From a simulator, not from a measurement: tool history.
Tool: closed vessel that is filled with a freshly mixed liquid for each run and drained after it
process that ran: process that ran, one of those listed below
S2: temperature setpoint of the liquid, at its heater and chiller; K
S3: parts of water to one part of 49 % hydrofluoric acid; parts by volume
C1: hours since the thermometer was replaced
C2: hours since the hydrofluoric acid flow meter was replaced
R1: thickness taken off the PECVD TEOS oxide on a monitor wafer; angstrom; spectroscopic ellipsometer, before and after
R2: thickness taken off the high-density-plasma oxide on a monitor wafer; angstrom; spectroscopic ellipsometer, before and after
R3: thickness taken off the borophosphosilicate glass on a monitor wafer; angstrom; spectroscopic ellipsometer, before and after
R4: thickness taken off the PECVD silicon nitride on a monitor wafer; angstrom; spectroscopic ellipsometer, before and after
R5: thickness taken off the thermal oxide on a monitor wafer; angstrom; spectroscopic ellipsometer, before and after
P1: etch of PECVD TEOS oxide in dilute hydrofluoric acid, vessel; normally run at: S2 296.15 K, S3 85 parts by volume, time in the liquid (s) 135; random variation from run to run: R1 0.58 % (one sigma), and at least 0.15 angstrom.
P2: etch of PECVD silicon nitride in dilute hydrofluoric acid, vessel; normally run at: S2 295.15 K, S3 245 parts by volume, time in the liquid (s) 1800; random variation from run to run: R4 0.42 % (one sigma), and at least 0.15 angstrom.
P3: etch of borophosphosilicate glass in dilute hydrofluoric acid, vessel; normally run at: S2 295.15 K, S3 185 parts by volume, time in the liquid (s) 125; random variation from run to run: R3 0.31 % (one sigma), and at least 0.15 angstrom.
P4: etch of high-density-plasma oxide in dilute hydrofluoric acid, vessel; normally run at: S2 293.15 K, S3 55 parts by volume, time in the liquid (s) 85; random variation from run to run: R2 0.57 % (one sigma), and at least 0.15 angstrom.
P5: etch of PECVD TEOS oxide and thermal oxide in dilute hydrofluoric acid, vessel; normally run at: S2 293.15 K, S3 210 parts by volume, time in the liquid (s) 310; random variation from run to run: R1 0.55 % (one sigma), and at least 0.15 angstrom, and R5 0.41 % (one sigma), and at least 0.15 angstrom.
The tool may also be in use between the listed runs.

Run 1, day 0.300: process that ran P1, S2 296.15 K, S3 85 parts by volume, time in the liquid (s) 135; C1 304.3; C2 83.8. Result: R1 184.58 angstrom.
Run 2, day 0.638: process that ran P1, S2 296.15 K, S3 85 parts by volume, time in the liquid (s) 30; C1 312.4; C2 91.9. Result: R1 40.90 angstrom.
Run 3, day 1.058: process that ran P1, S2 296.15 K, S3 85 parts by volume, time in the liquid (s) 135; C1 322.5; C2 102.0. Result: R1 184.99 angstrom.
Run 4, day 1.488: process that ran P4, S2 293.15 K, S3 55 parts by volume, time in the liquid (s) 85; C1 332.8; C2 112.3. Result: R2 71.226 angstrom.
Run 5, day 1.917: process that ran P3, S2 300.65 K, S3 185 parts by volume, time in the liquid (s) 125; C1 343.1; C2 122.6. Result: R3 299.43 angstrom.
Run 6, day 2.146: process that ran P1, S2 290.65 K, S3 85 parts by volume, time in the liquid (s) 135; C1 348.6; C2 128.1. Result: R1 147.30 angstrom.
Run 7, day 2.554: process that ran P4, S2 293.15 K, S3 55 parts by volume, time in the liquid (s) 85; C1 358.4; C2 137.9. Result: R2 70.794 angstrom.
Run 8, day 2.825: process that ran P1, S2 296.15 K, S3 50 parts by volume, time in the liquid (s) 50; C1 364.9; C2 144.4. Result: R1 122.06 angstrom.
Run 9, day 3.079: process that ran P1, S2 296.15 K, S3 115 parts by volume, time in the liquid (s) 135; C1 371.0; C2 150.5. Result: R1 131.19 angstrom.
Run 10, day 3.429: process that ran P4, S2 293.15 K, S3 55 parts by volume, time in the liquid (s) 155; C1 379.4; C2 158.9. Result: R2 128.650 angstrom.
Run 11, day 3.712: process that ran P3, S2 295.15 K, S3 185 parts by volume, time in the liquid (s) 210; C1 386.2; C2 165.7. Result: R3 410.36 angstrom.
Run 12, day 3.908: process that ran P2, S2 295.15 K, S3 80 parts by volume, time in the liquid (s) 1800; C1 390.9; C2 170.4. Result: R4 339.320 angstrom.
Run 13, day 4.238: process that ran P5, S2 297.15 K, S3 210 parts by volume, time in the liquid (s) 310; C1 398.8; C2 178.3. Result: R1 195.36 angstrom, R5 64.653 angstrom.
Run 14, day 4.583: process that ran P3, S2 295.15 K, S3 185 parts by volume, time in the liquid (s) 125; C1 407.1; C2 186.6. Result: R3 243.82 angstrom.
Run 15, day 4.942: process that ran P5, S2 293.15 K, S3 210 parts by volume, time in the liquid (s) 310; C1 415.7; C2 195.2. Result: R1 168.08 angstrom, R5 55.175 angstrom.
Run 16, day 5.192: process that ran P2, S2 295.15 K, S3 245 parts by volume, time in the liquid (s) 1800; C1 421.7; C2 201.2. Result: R4 112.300 angstrom.
Run 17, day 5.475: process that ran P2, S2 295.15 K, S3 245 parts by volume, time in the liquid (s) 1800; C1 428.5; C2 208.0. Result: R4 112.090 angstrom.
Run 18, day 5.721: process that ran P2, S2 290.15 K, S3 245 parts by volume, time in the liquid (s) 1800; C1 434.4; C2 213.9. Result: R4 81.618 angstrom.
Run 19, day 5.925: process that ran P4, S2 293.15 K, S3 85 parts by volume, time in the liquid (s) 85; C1 439.3; C2 218.8. Result: R2 44.148 angstrom.
Run 20, day 6.242: process that ran P5, S2 293.15 K, S3 55 parts by volume, time in the liquid (s) 310; C1 446.9; C2 226.4. Result: R1 758.53 angstrom, R5 249.300 angstrom.
Run 21, day 6.458: process that ran P5, S2 293.15 K, S3 210 parts by volume, time in the liquid (s) 310; C1 452.1; C2 231.6. Result: R1 168.14 angstrom, R5 54.940 angstrom.
Run 22, day 6.804: process that ran P1, S2 296.15 K, S3 85 parts by volume, time in the liquid (s) 225; C1 460.4; C2 239.9. Result: R1 308.01 angstrom.
Run 23, day 7.121: process that ran P3, S2 295.15 K, S3 45 parts by volume, time in the liquid (s) 125; C1 468.0; C2 247.5. Result: R3 1174.70 angstrom.
Run 24, day 7.529: process that ran P1, S2 302.65 K, S3 85 parts by volume, time in the liquid (s) 135; C1 477.8; C2 257.3. Result: R1 239.82 angstrom.
Run 25, day 7.825: process that ran P5, S2 293.15 K, S3 210 parts by volume, time in the liquid (s) 560; C1 484.9; C2 264.4. Result: R1 305.75 angstrom, R5 99.458 angstrom.
Run 26, day 8.254: process that ran P2, S2 295.15 K, S3 245 parts by volume, time in the liquid (s) 3590; C1 495.2; C2 274.7. Result: R4 226.130 angstrom.
At day 8.562: hydrofluoric acid flow meter replaced.
Run 27, day 8.575: process that ran P1, S2 296.15 K, S3 85 parts by volume, time in the liquid (s) 135; C1 502.9; C2 0.3. Result: R1 185.43 angstrom.
Run 28, day 8.846: process that ran P1, S2 296.15 K, S3 85 parts by volume, time in the liquid (s) 135; C1 509.4; C2 6.8. Result: R1 182.07 angstrom.
Run 29, day 9.154: process that ran P1, S2 296.15 K, S3 40 parts by volume, time in the liquid (s) 135; C1 516.8; C2 14.2. Result: R1 415.73 angstrom.
Run 30, day 9.583: process that ran P1, S2 296.15 K, S3 85 parts by volume, time in the liquid (s) 135; C1 527.1; C2 24.5. Result: R1 185.17 angstrom.
Run 31, day 10.008: process that ran P4, S2 301.15 K, S3 55 parts by volume, time in the liquid (s) 85; C1 537.3; C2 34.7. Result: R2 98.552 angstrom.
Run 32, day 10.408: process that ran P1, S2 296.15 K, S3 85 parts by volume, time in the liquid (s) 135; C1 546.9; C2 44.3. Result: R1 184.43 angstrom.
Run 33, day 10.621: process that ran P1, S2 296.15 K, S3 85 parts by volume, time in the liquid (s) 135; C1 552.0; C2 49.4. Result: R1 181.09 angstrom.
Run 34, day 10.962: process that ran P1, S2 296.15 K, S3 85 parts by volume, time in the liquid (s) 135; C1 560.2; C2 57.6. Result: R1 175.79 angstrom.
Run 35, day 11.154: process that ran P1, S2 296.15 K, S3 85 parts by volume, time in the liquid (s) 135; C1 564.8; C2 62.2. Result: R1 175.38 angstrom.
Run 36, day 11.512: process that ran P1, S2 296.15 K, S3 85 parts by volume, time in the liquid (s) 135; C1 573.4; C2 70.8. Result: R1 170.40 angstrom.
Run 37, day 11.938: process that ran P1, S2 296.15 K, S3 85 parts by volume, time in the liquid (s) 135; C1 583.6; C2 81.0. Result: R1 169.56 angstrom.
Run 38, day 12.171: process that ran P1, S2 296.15 K, S3 85 parts by volume, time in the liquid (s) 135; C1 589.2; C2 86.6. Result: R1 170.98 angstrom.
Run 39, day 12.479: process that ran P1, S2 296.15 K, S3 85 parts by volume, time in the liquid (s) 135; C1 596.6; C2 94.0. Result: R1 169.53 angstrom.
Run 40, day 12.892: process that ran P1, S2 296.15 K, S3 85 parts by volume, time in the liquid (s) 135; C1 606.5; C2 103.9. Result: R1 167.31 angstrom.
Run 41, day 13.204: process that ran P1, S2 296.15 K, S3 85 parts by volume, time in the liquid (s) 135; C1 614.0; C2 111.4. Result: R1 169.19 angstrom.
Run 42, day 13.529: process that ran P1, S2 296.15 K, S3 85 parts by volume, time in the liquid (s) 135; C1 621.8; C2 119.2. Result: R1 168.24 angstrom.
Run 43, day 13.946: process that ran P1, S2 296.15 K, S3 85 parts by volume, time in the liquid (s) 135; C1 631.8; C2 129.2. Result: R1 167.76 angstrom.

What P1 gives has crept away from where it was. These 2 causes fit the log equally well, each at the size given:
A: hydrofluoric acid flow below the setpoint (%) = 8.16
B: liquid colder than its thermometer reads (K) = 2.32
The creep began at about day 10.408.

4 check runs are offered, one wafer each, their results left as question marks. Which one tells the causes apart?
Run check 1, day 14.362: process that ran P3, S2 295.15 K, S3 50 parts by volume, time in the liquid (s) 125. Result: R3 ?.
Run check 2, day 14.362: process that ran P4, S2 299.15 K, S3 85 parts by volume, time in the liquid (s) 85. Result: R2 ?.
Run check 3, day 14.362: process that ran P5, S2 293.15 K, S3 60 parts by volume, time in the liquid (s) 555. Result: R1 ?, R5 ?.
Run check 4, day 14.362: process that ran P2, S2 295.15 K, S3 135 parts by volume, time in the liquid (s) 3505. Result: R4 ?.

What each check would give under each cause:
  check  result     if A     if B
check 1      R3   960.97   954.05
check 2      R2   51.133   51.273
check 3      R1  1133.30  1125.00
check 3      R5  370.030  367.310
check 4      R4  362.380  337.470
How far apart the two closest causes lie, in the result that separates them most: check 1 0.72 %; check 2 0.27 %; check 3 0.74 %; check 4 7.12 %
Check 4 tells the causes apart: in the others they would give nearly the same result.

Then check 4 was run and gave: R4 336.340 angstrom. Which cause is it?

It is B: liquid colder than its thermometer reads (K).

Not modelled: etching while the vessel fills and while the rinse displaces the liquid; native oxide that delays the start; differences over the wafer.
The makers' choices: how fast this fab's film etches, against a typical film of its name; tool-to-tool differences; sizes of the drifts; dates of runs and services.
